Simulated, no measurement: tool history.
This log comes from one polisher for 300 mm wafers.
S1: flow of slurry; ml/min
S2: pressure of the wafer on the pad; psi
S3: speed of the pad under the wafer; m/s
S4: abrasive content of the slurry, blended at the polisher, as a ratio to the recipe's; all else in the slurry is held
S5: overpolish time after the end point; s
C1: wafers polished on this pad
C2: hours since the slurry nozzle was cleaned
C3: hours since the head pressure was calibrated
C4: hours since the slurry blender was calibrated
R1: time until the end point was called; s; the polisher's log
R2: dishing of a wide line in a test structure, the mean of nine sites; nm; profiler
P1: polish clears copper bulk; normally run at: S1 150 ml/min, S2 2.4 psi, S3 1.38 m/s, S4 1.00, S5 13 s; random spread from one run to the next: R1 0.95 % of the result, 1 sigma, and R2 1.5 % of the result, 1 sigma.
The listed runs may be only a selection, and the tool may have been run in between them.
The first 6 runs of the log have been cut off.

run	day	S1	S2	S3	S4	S5	C1	C2	C3	C4	R1	R2
7	1.783	150	2.4	1.38	1.00	13	703	249.2	170.9	162.0	98.114	71.164
8	2.179	150	2.4	1.38	1.45	13	771	258.7	180.4	171.5	89.848	73.827
9	2.412	150	2.4	1.38	1.00	13	811	264.3	186.0	177.1	96.086	74.073
10	2.662	150	2.4	1.38	0.60	13	854	270.3	192.0	183.1	108.190	66.246
11	2.971	150	2.4	1.38	1.00	4	907	277.7	199.4	190.5	96.583	28.631
12	3.354	95	2.4	1.72	1.00	13	972	286.9	208.6	199.7	85.296	77.645
13	3.642	90	2.4	1.38	1.00	13	1022	293.8	215.5	206.6	109.160	67.030
14	3.858	150	1.4	1.38	1.00	13	1059	299.0	220.7	211.8	165.550	45.006
15	4.254	150	2.4	2.10	1.00	13	1127	308.5	230.2	221.3	63.511	91.900
16	4.483	150	2.4	0.86	1.00	13	1166	314.0	235.7	226.8	155.250	50.857
17	4.904	150	3.3	1.38	1.00	13	1238	324.1	245.8	236.9	71.033	89.839
18	5.096	150	2.4	1.38	1.00	13	1271	328.7	250.4	241.5	96.119	71.984
19	5.342	150	2.4	1.38	1.00	13	1313	334.6	256.3	247.4	96.534	73.658
20	5.717	150	2.4	1.38	1.00	13	1377	343.6	265.3	256.4	96.040	71.832

Run 21 is up next; what results do you expect?
21	6.046	150	2.4	1.38	1.00	13	1433	351.5	273.2	264.3	?	?

{"run 21": {"R1": 98.673, "R2": 70.542}}

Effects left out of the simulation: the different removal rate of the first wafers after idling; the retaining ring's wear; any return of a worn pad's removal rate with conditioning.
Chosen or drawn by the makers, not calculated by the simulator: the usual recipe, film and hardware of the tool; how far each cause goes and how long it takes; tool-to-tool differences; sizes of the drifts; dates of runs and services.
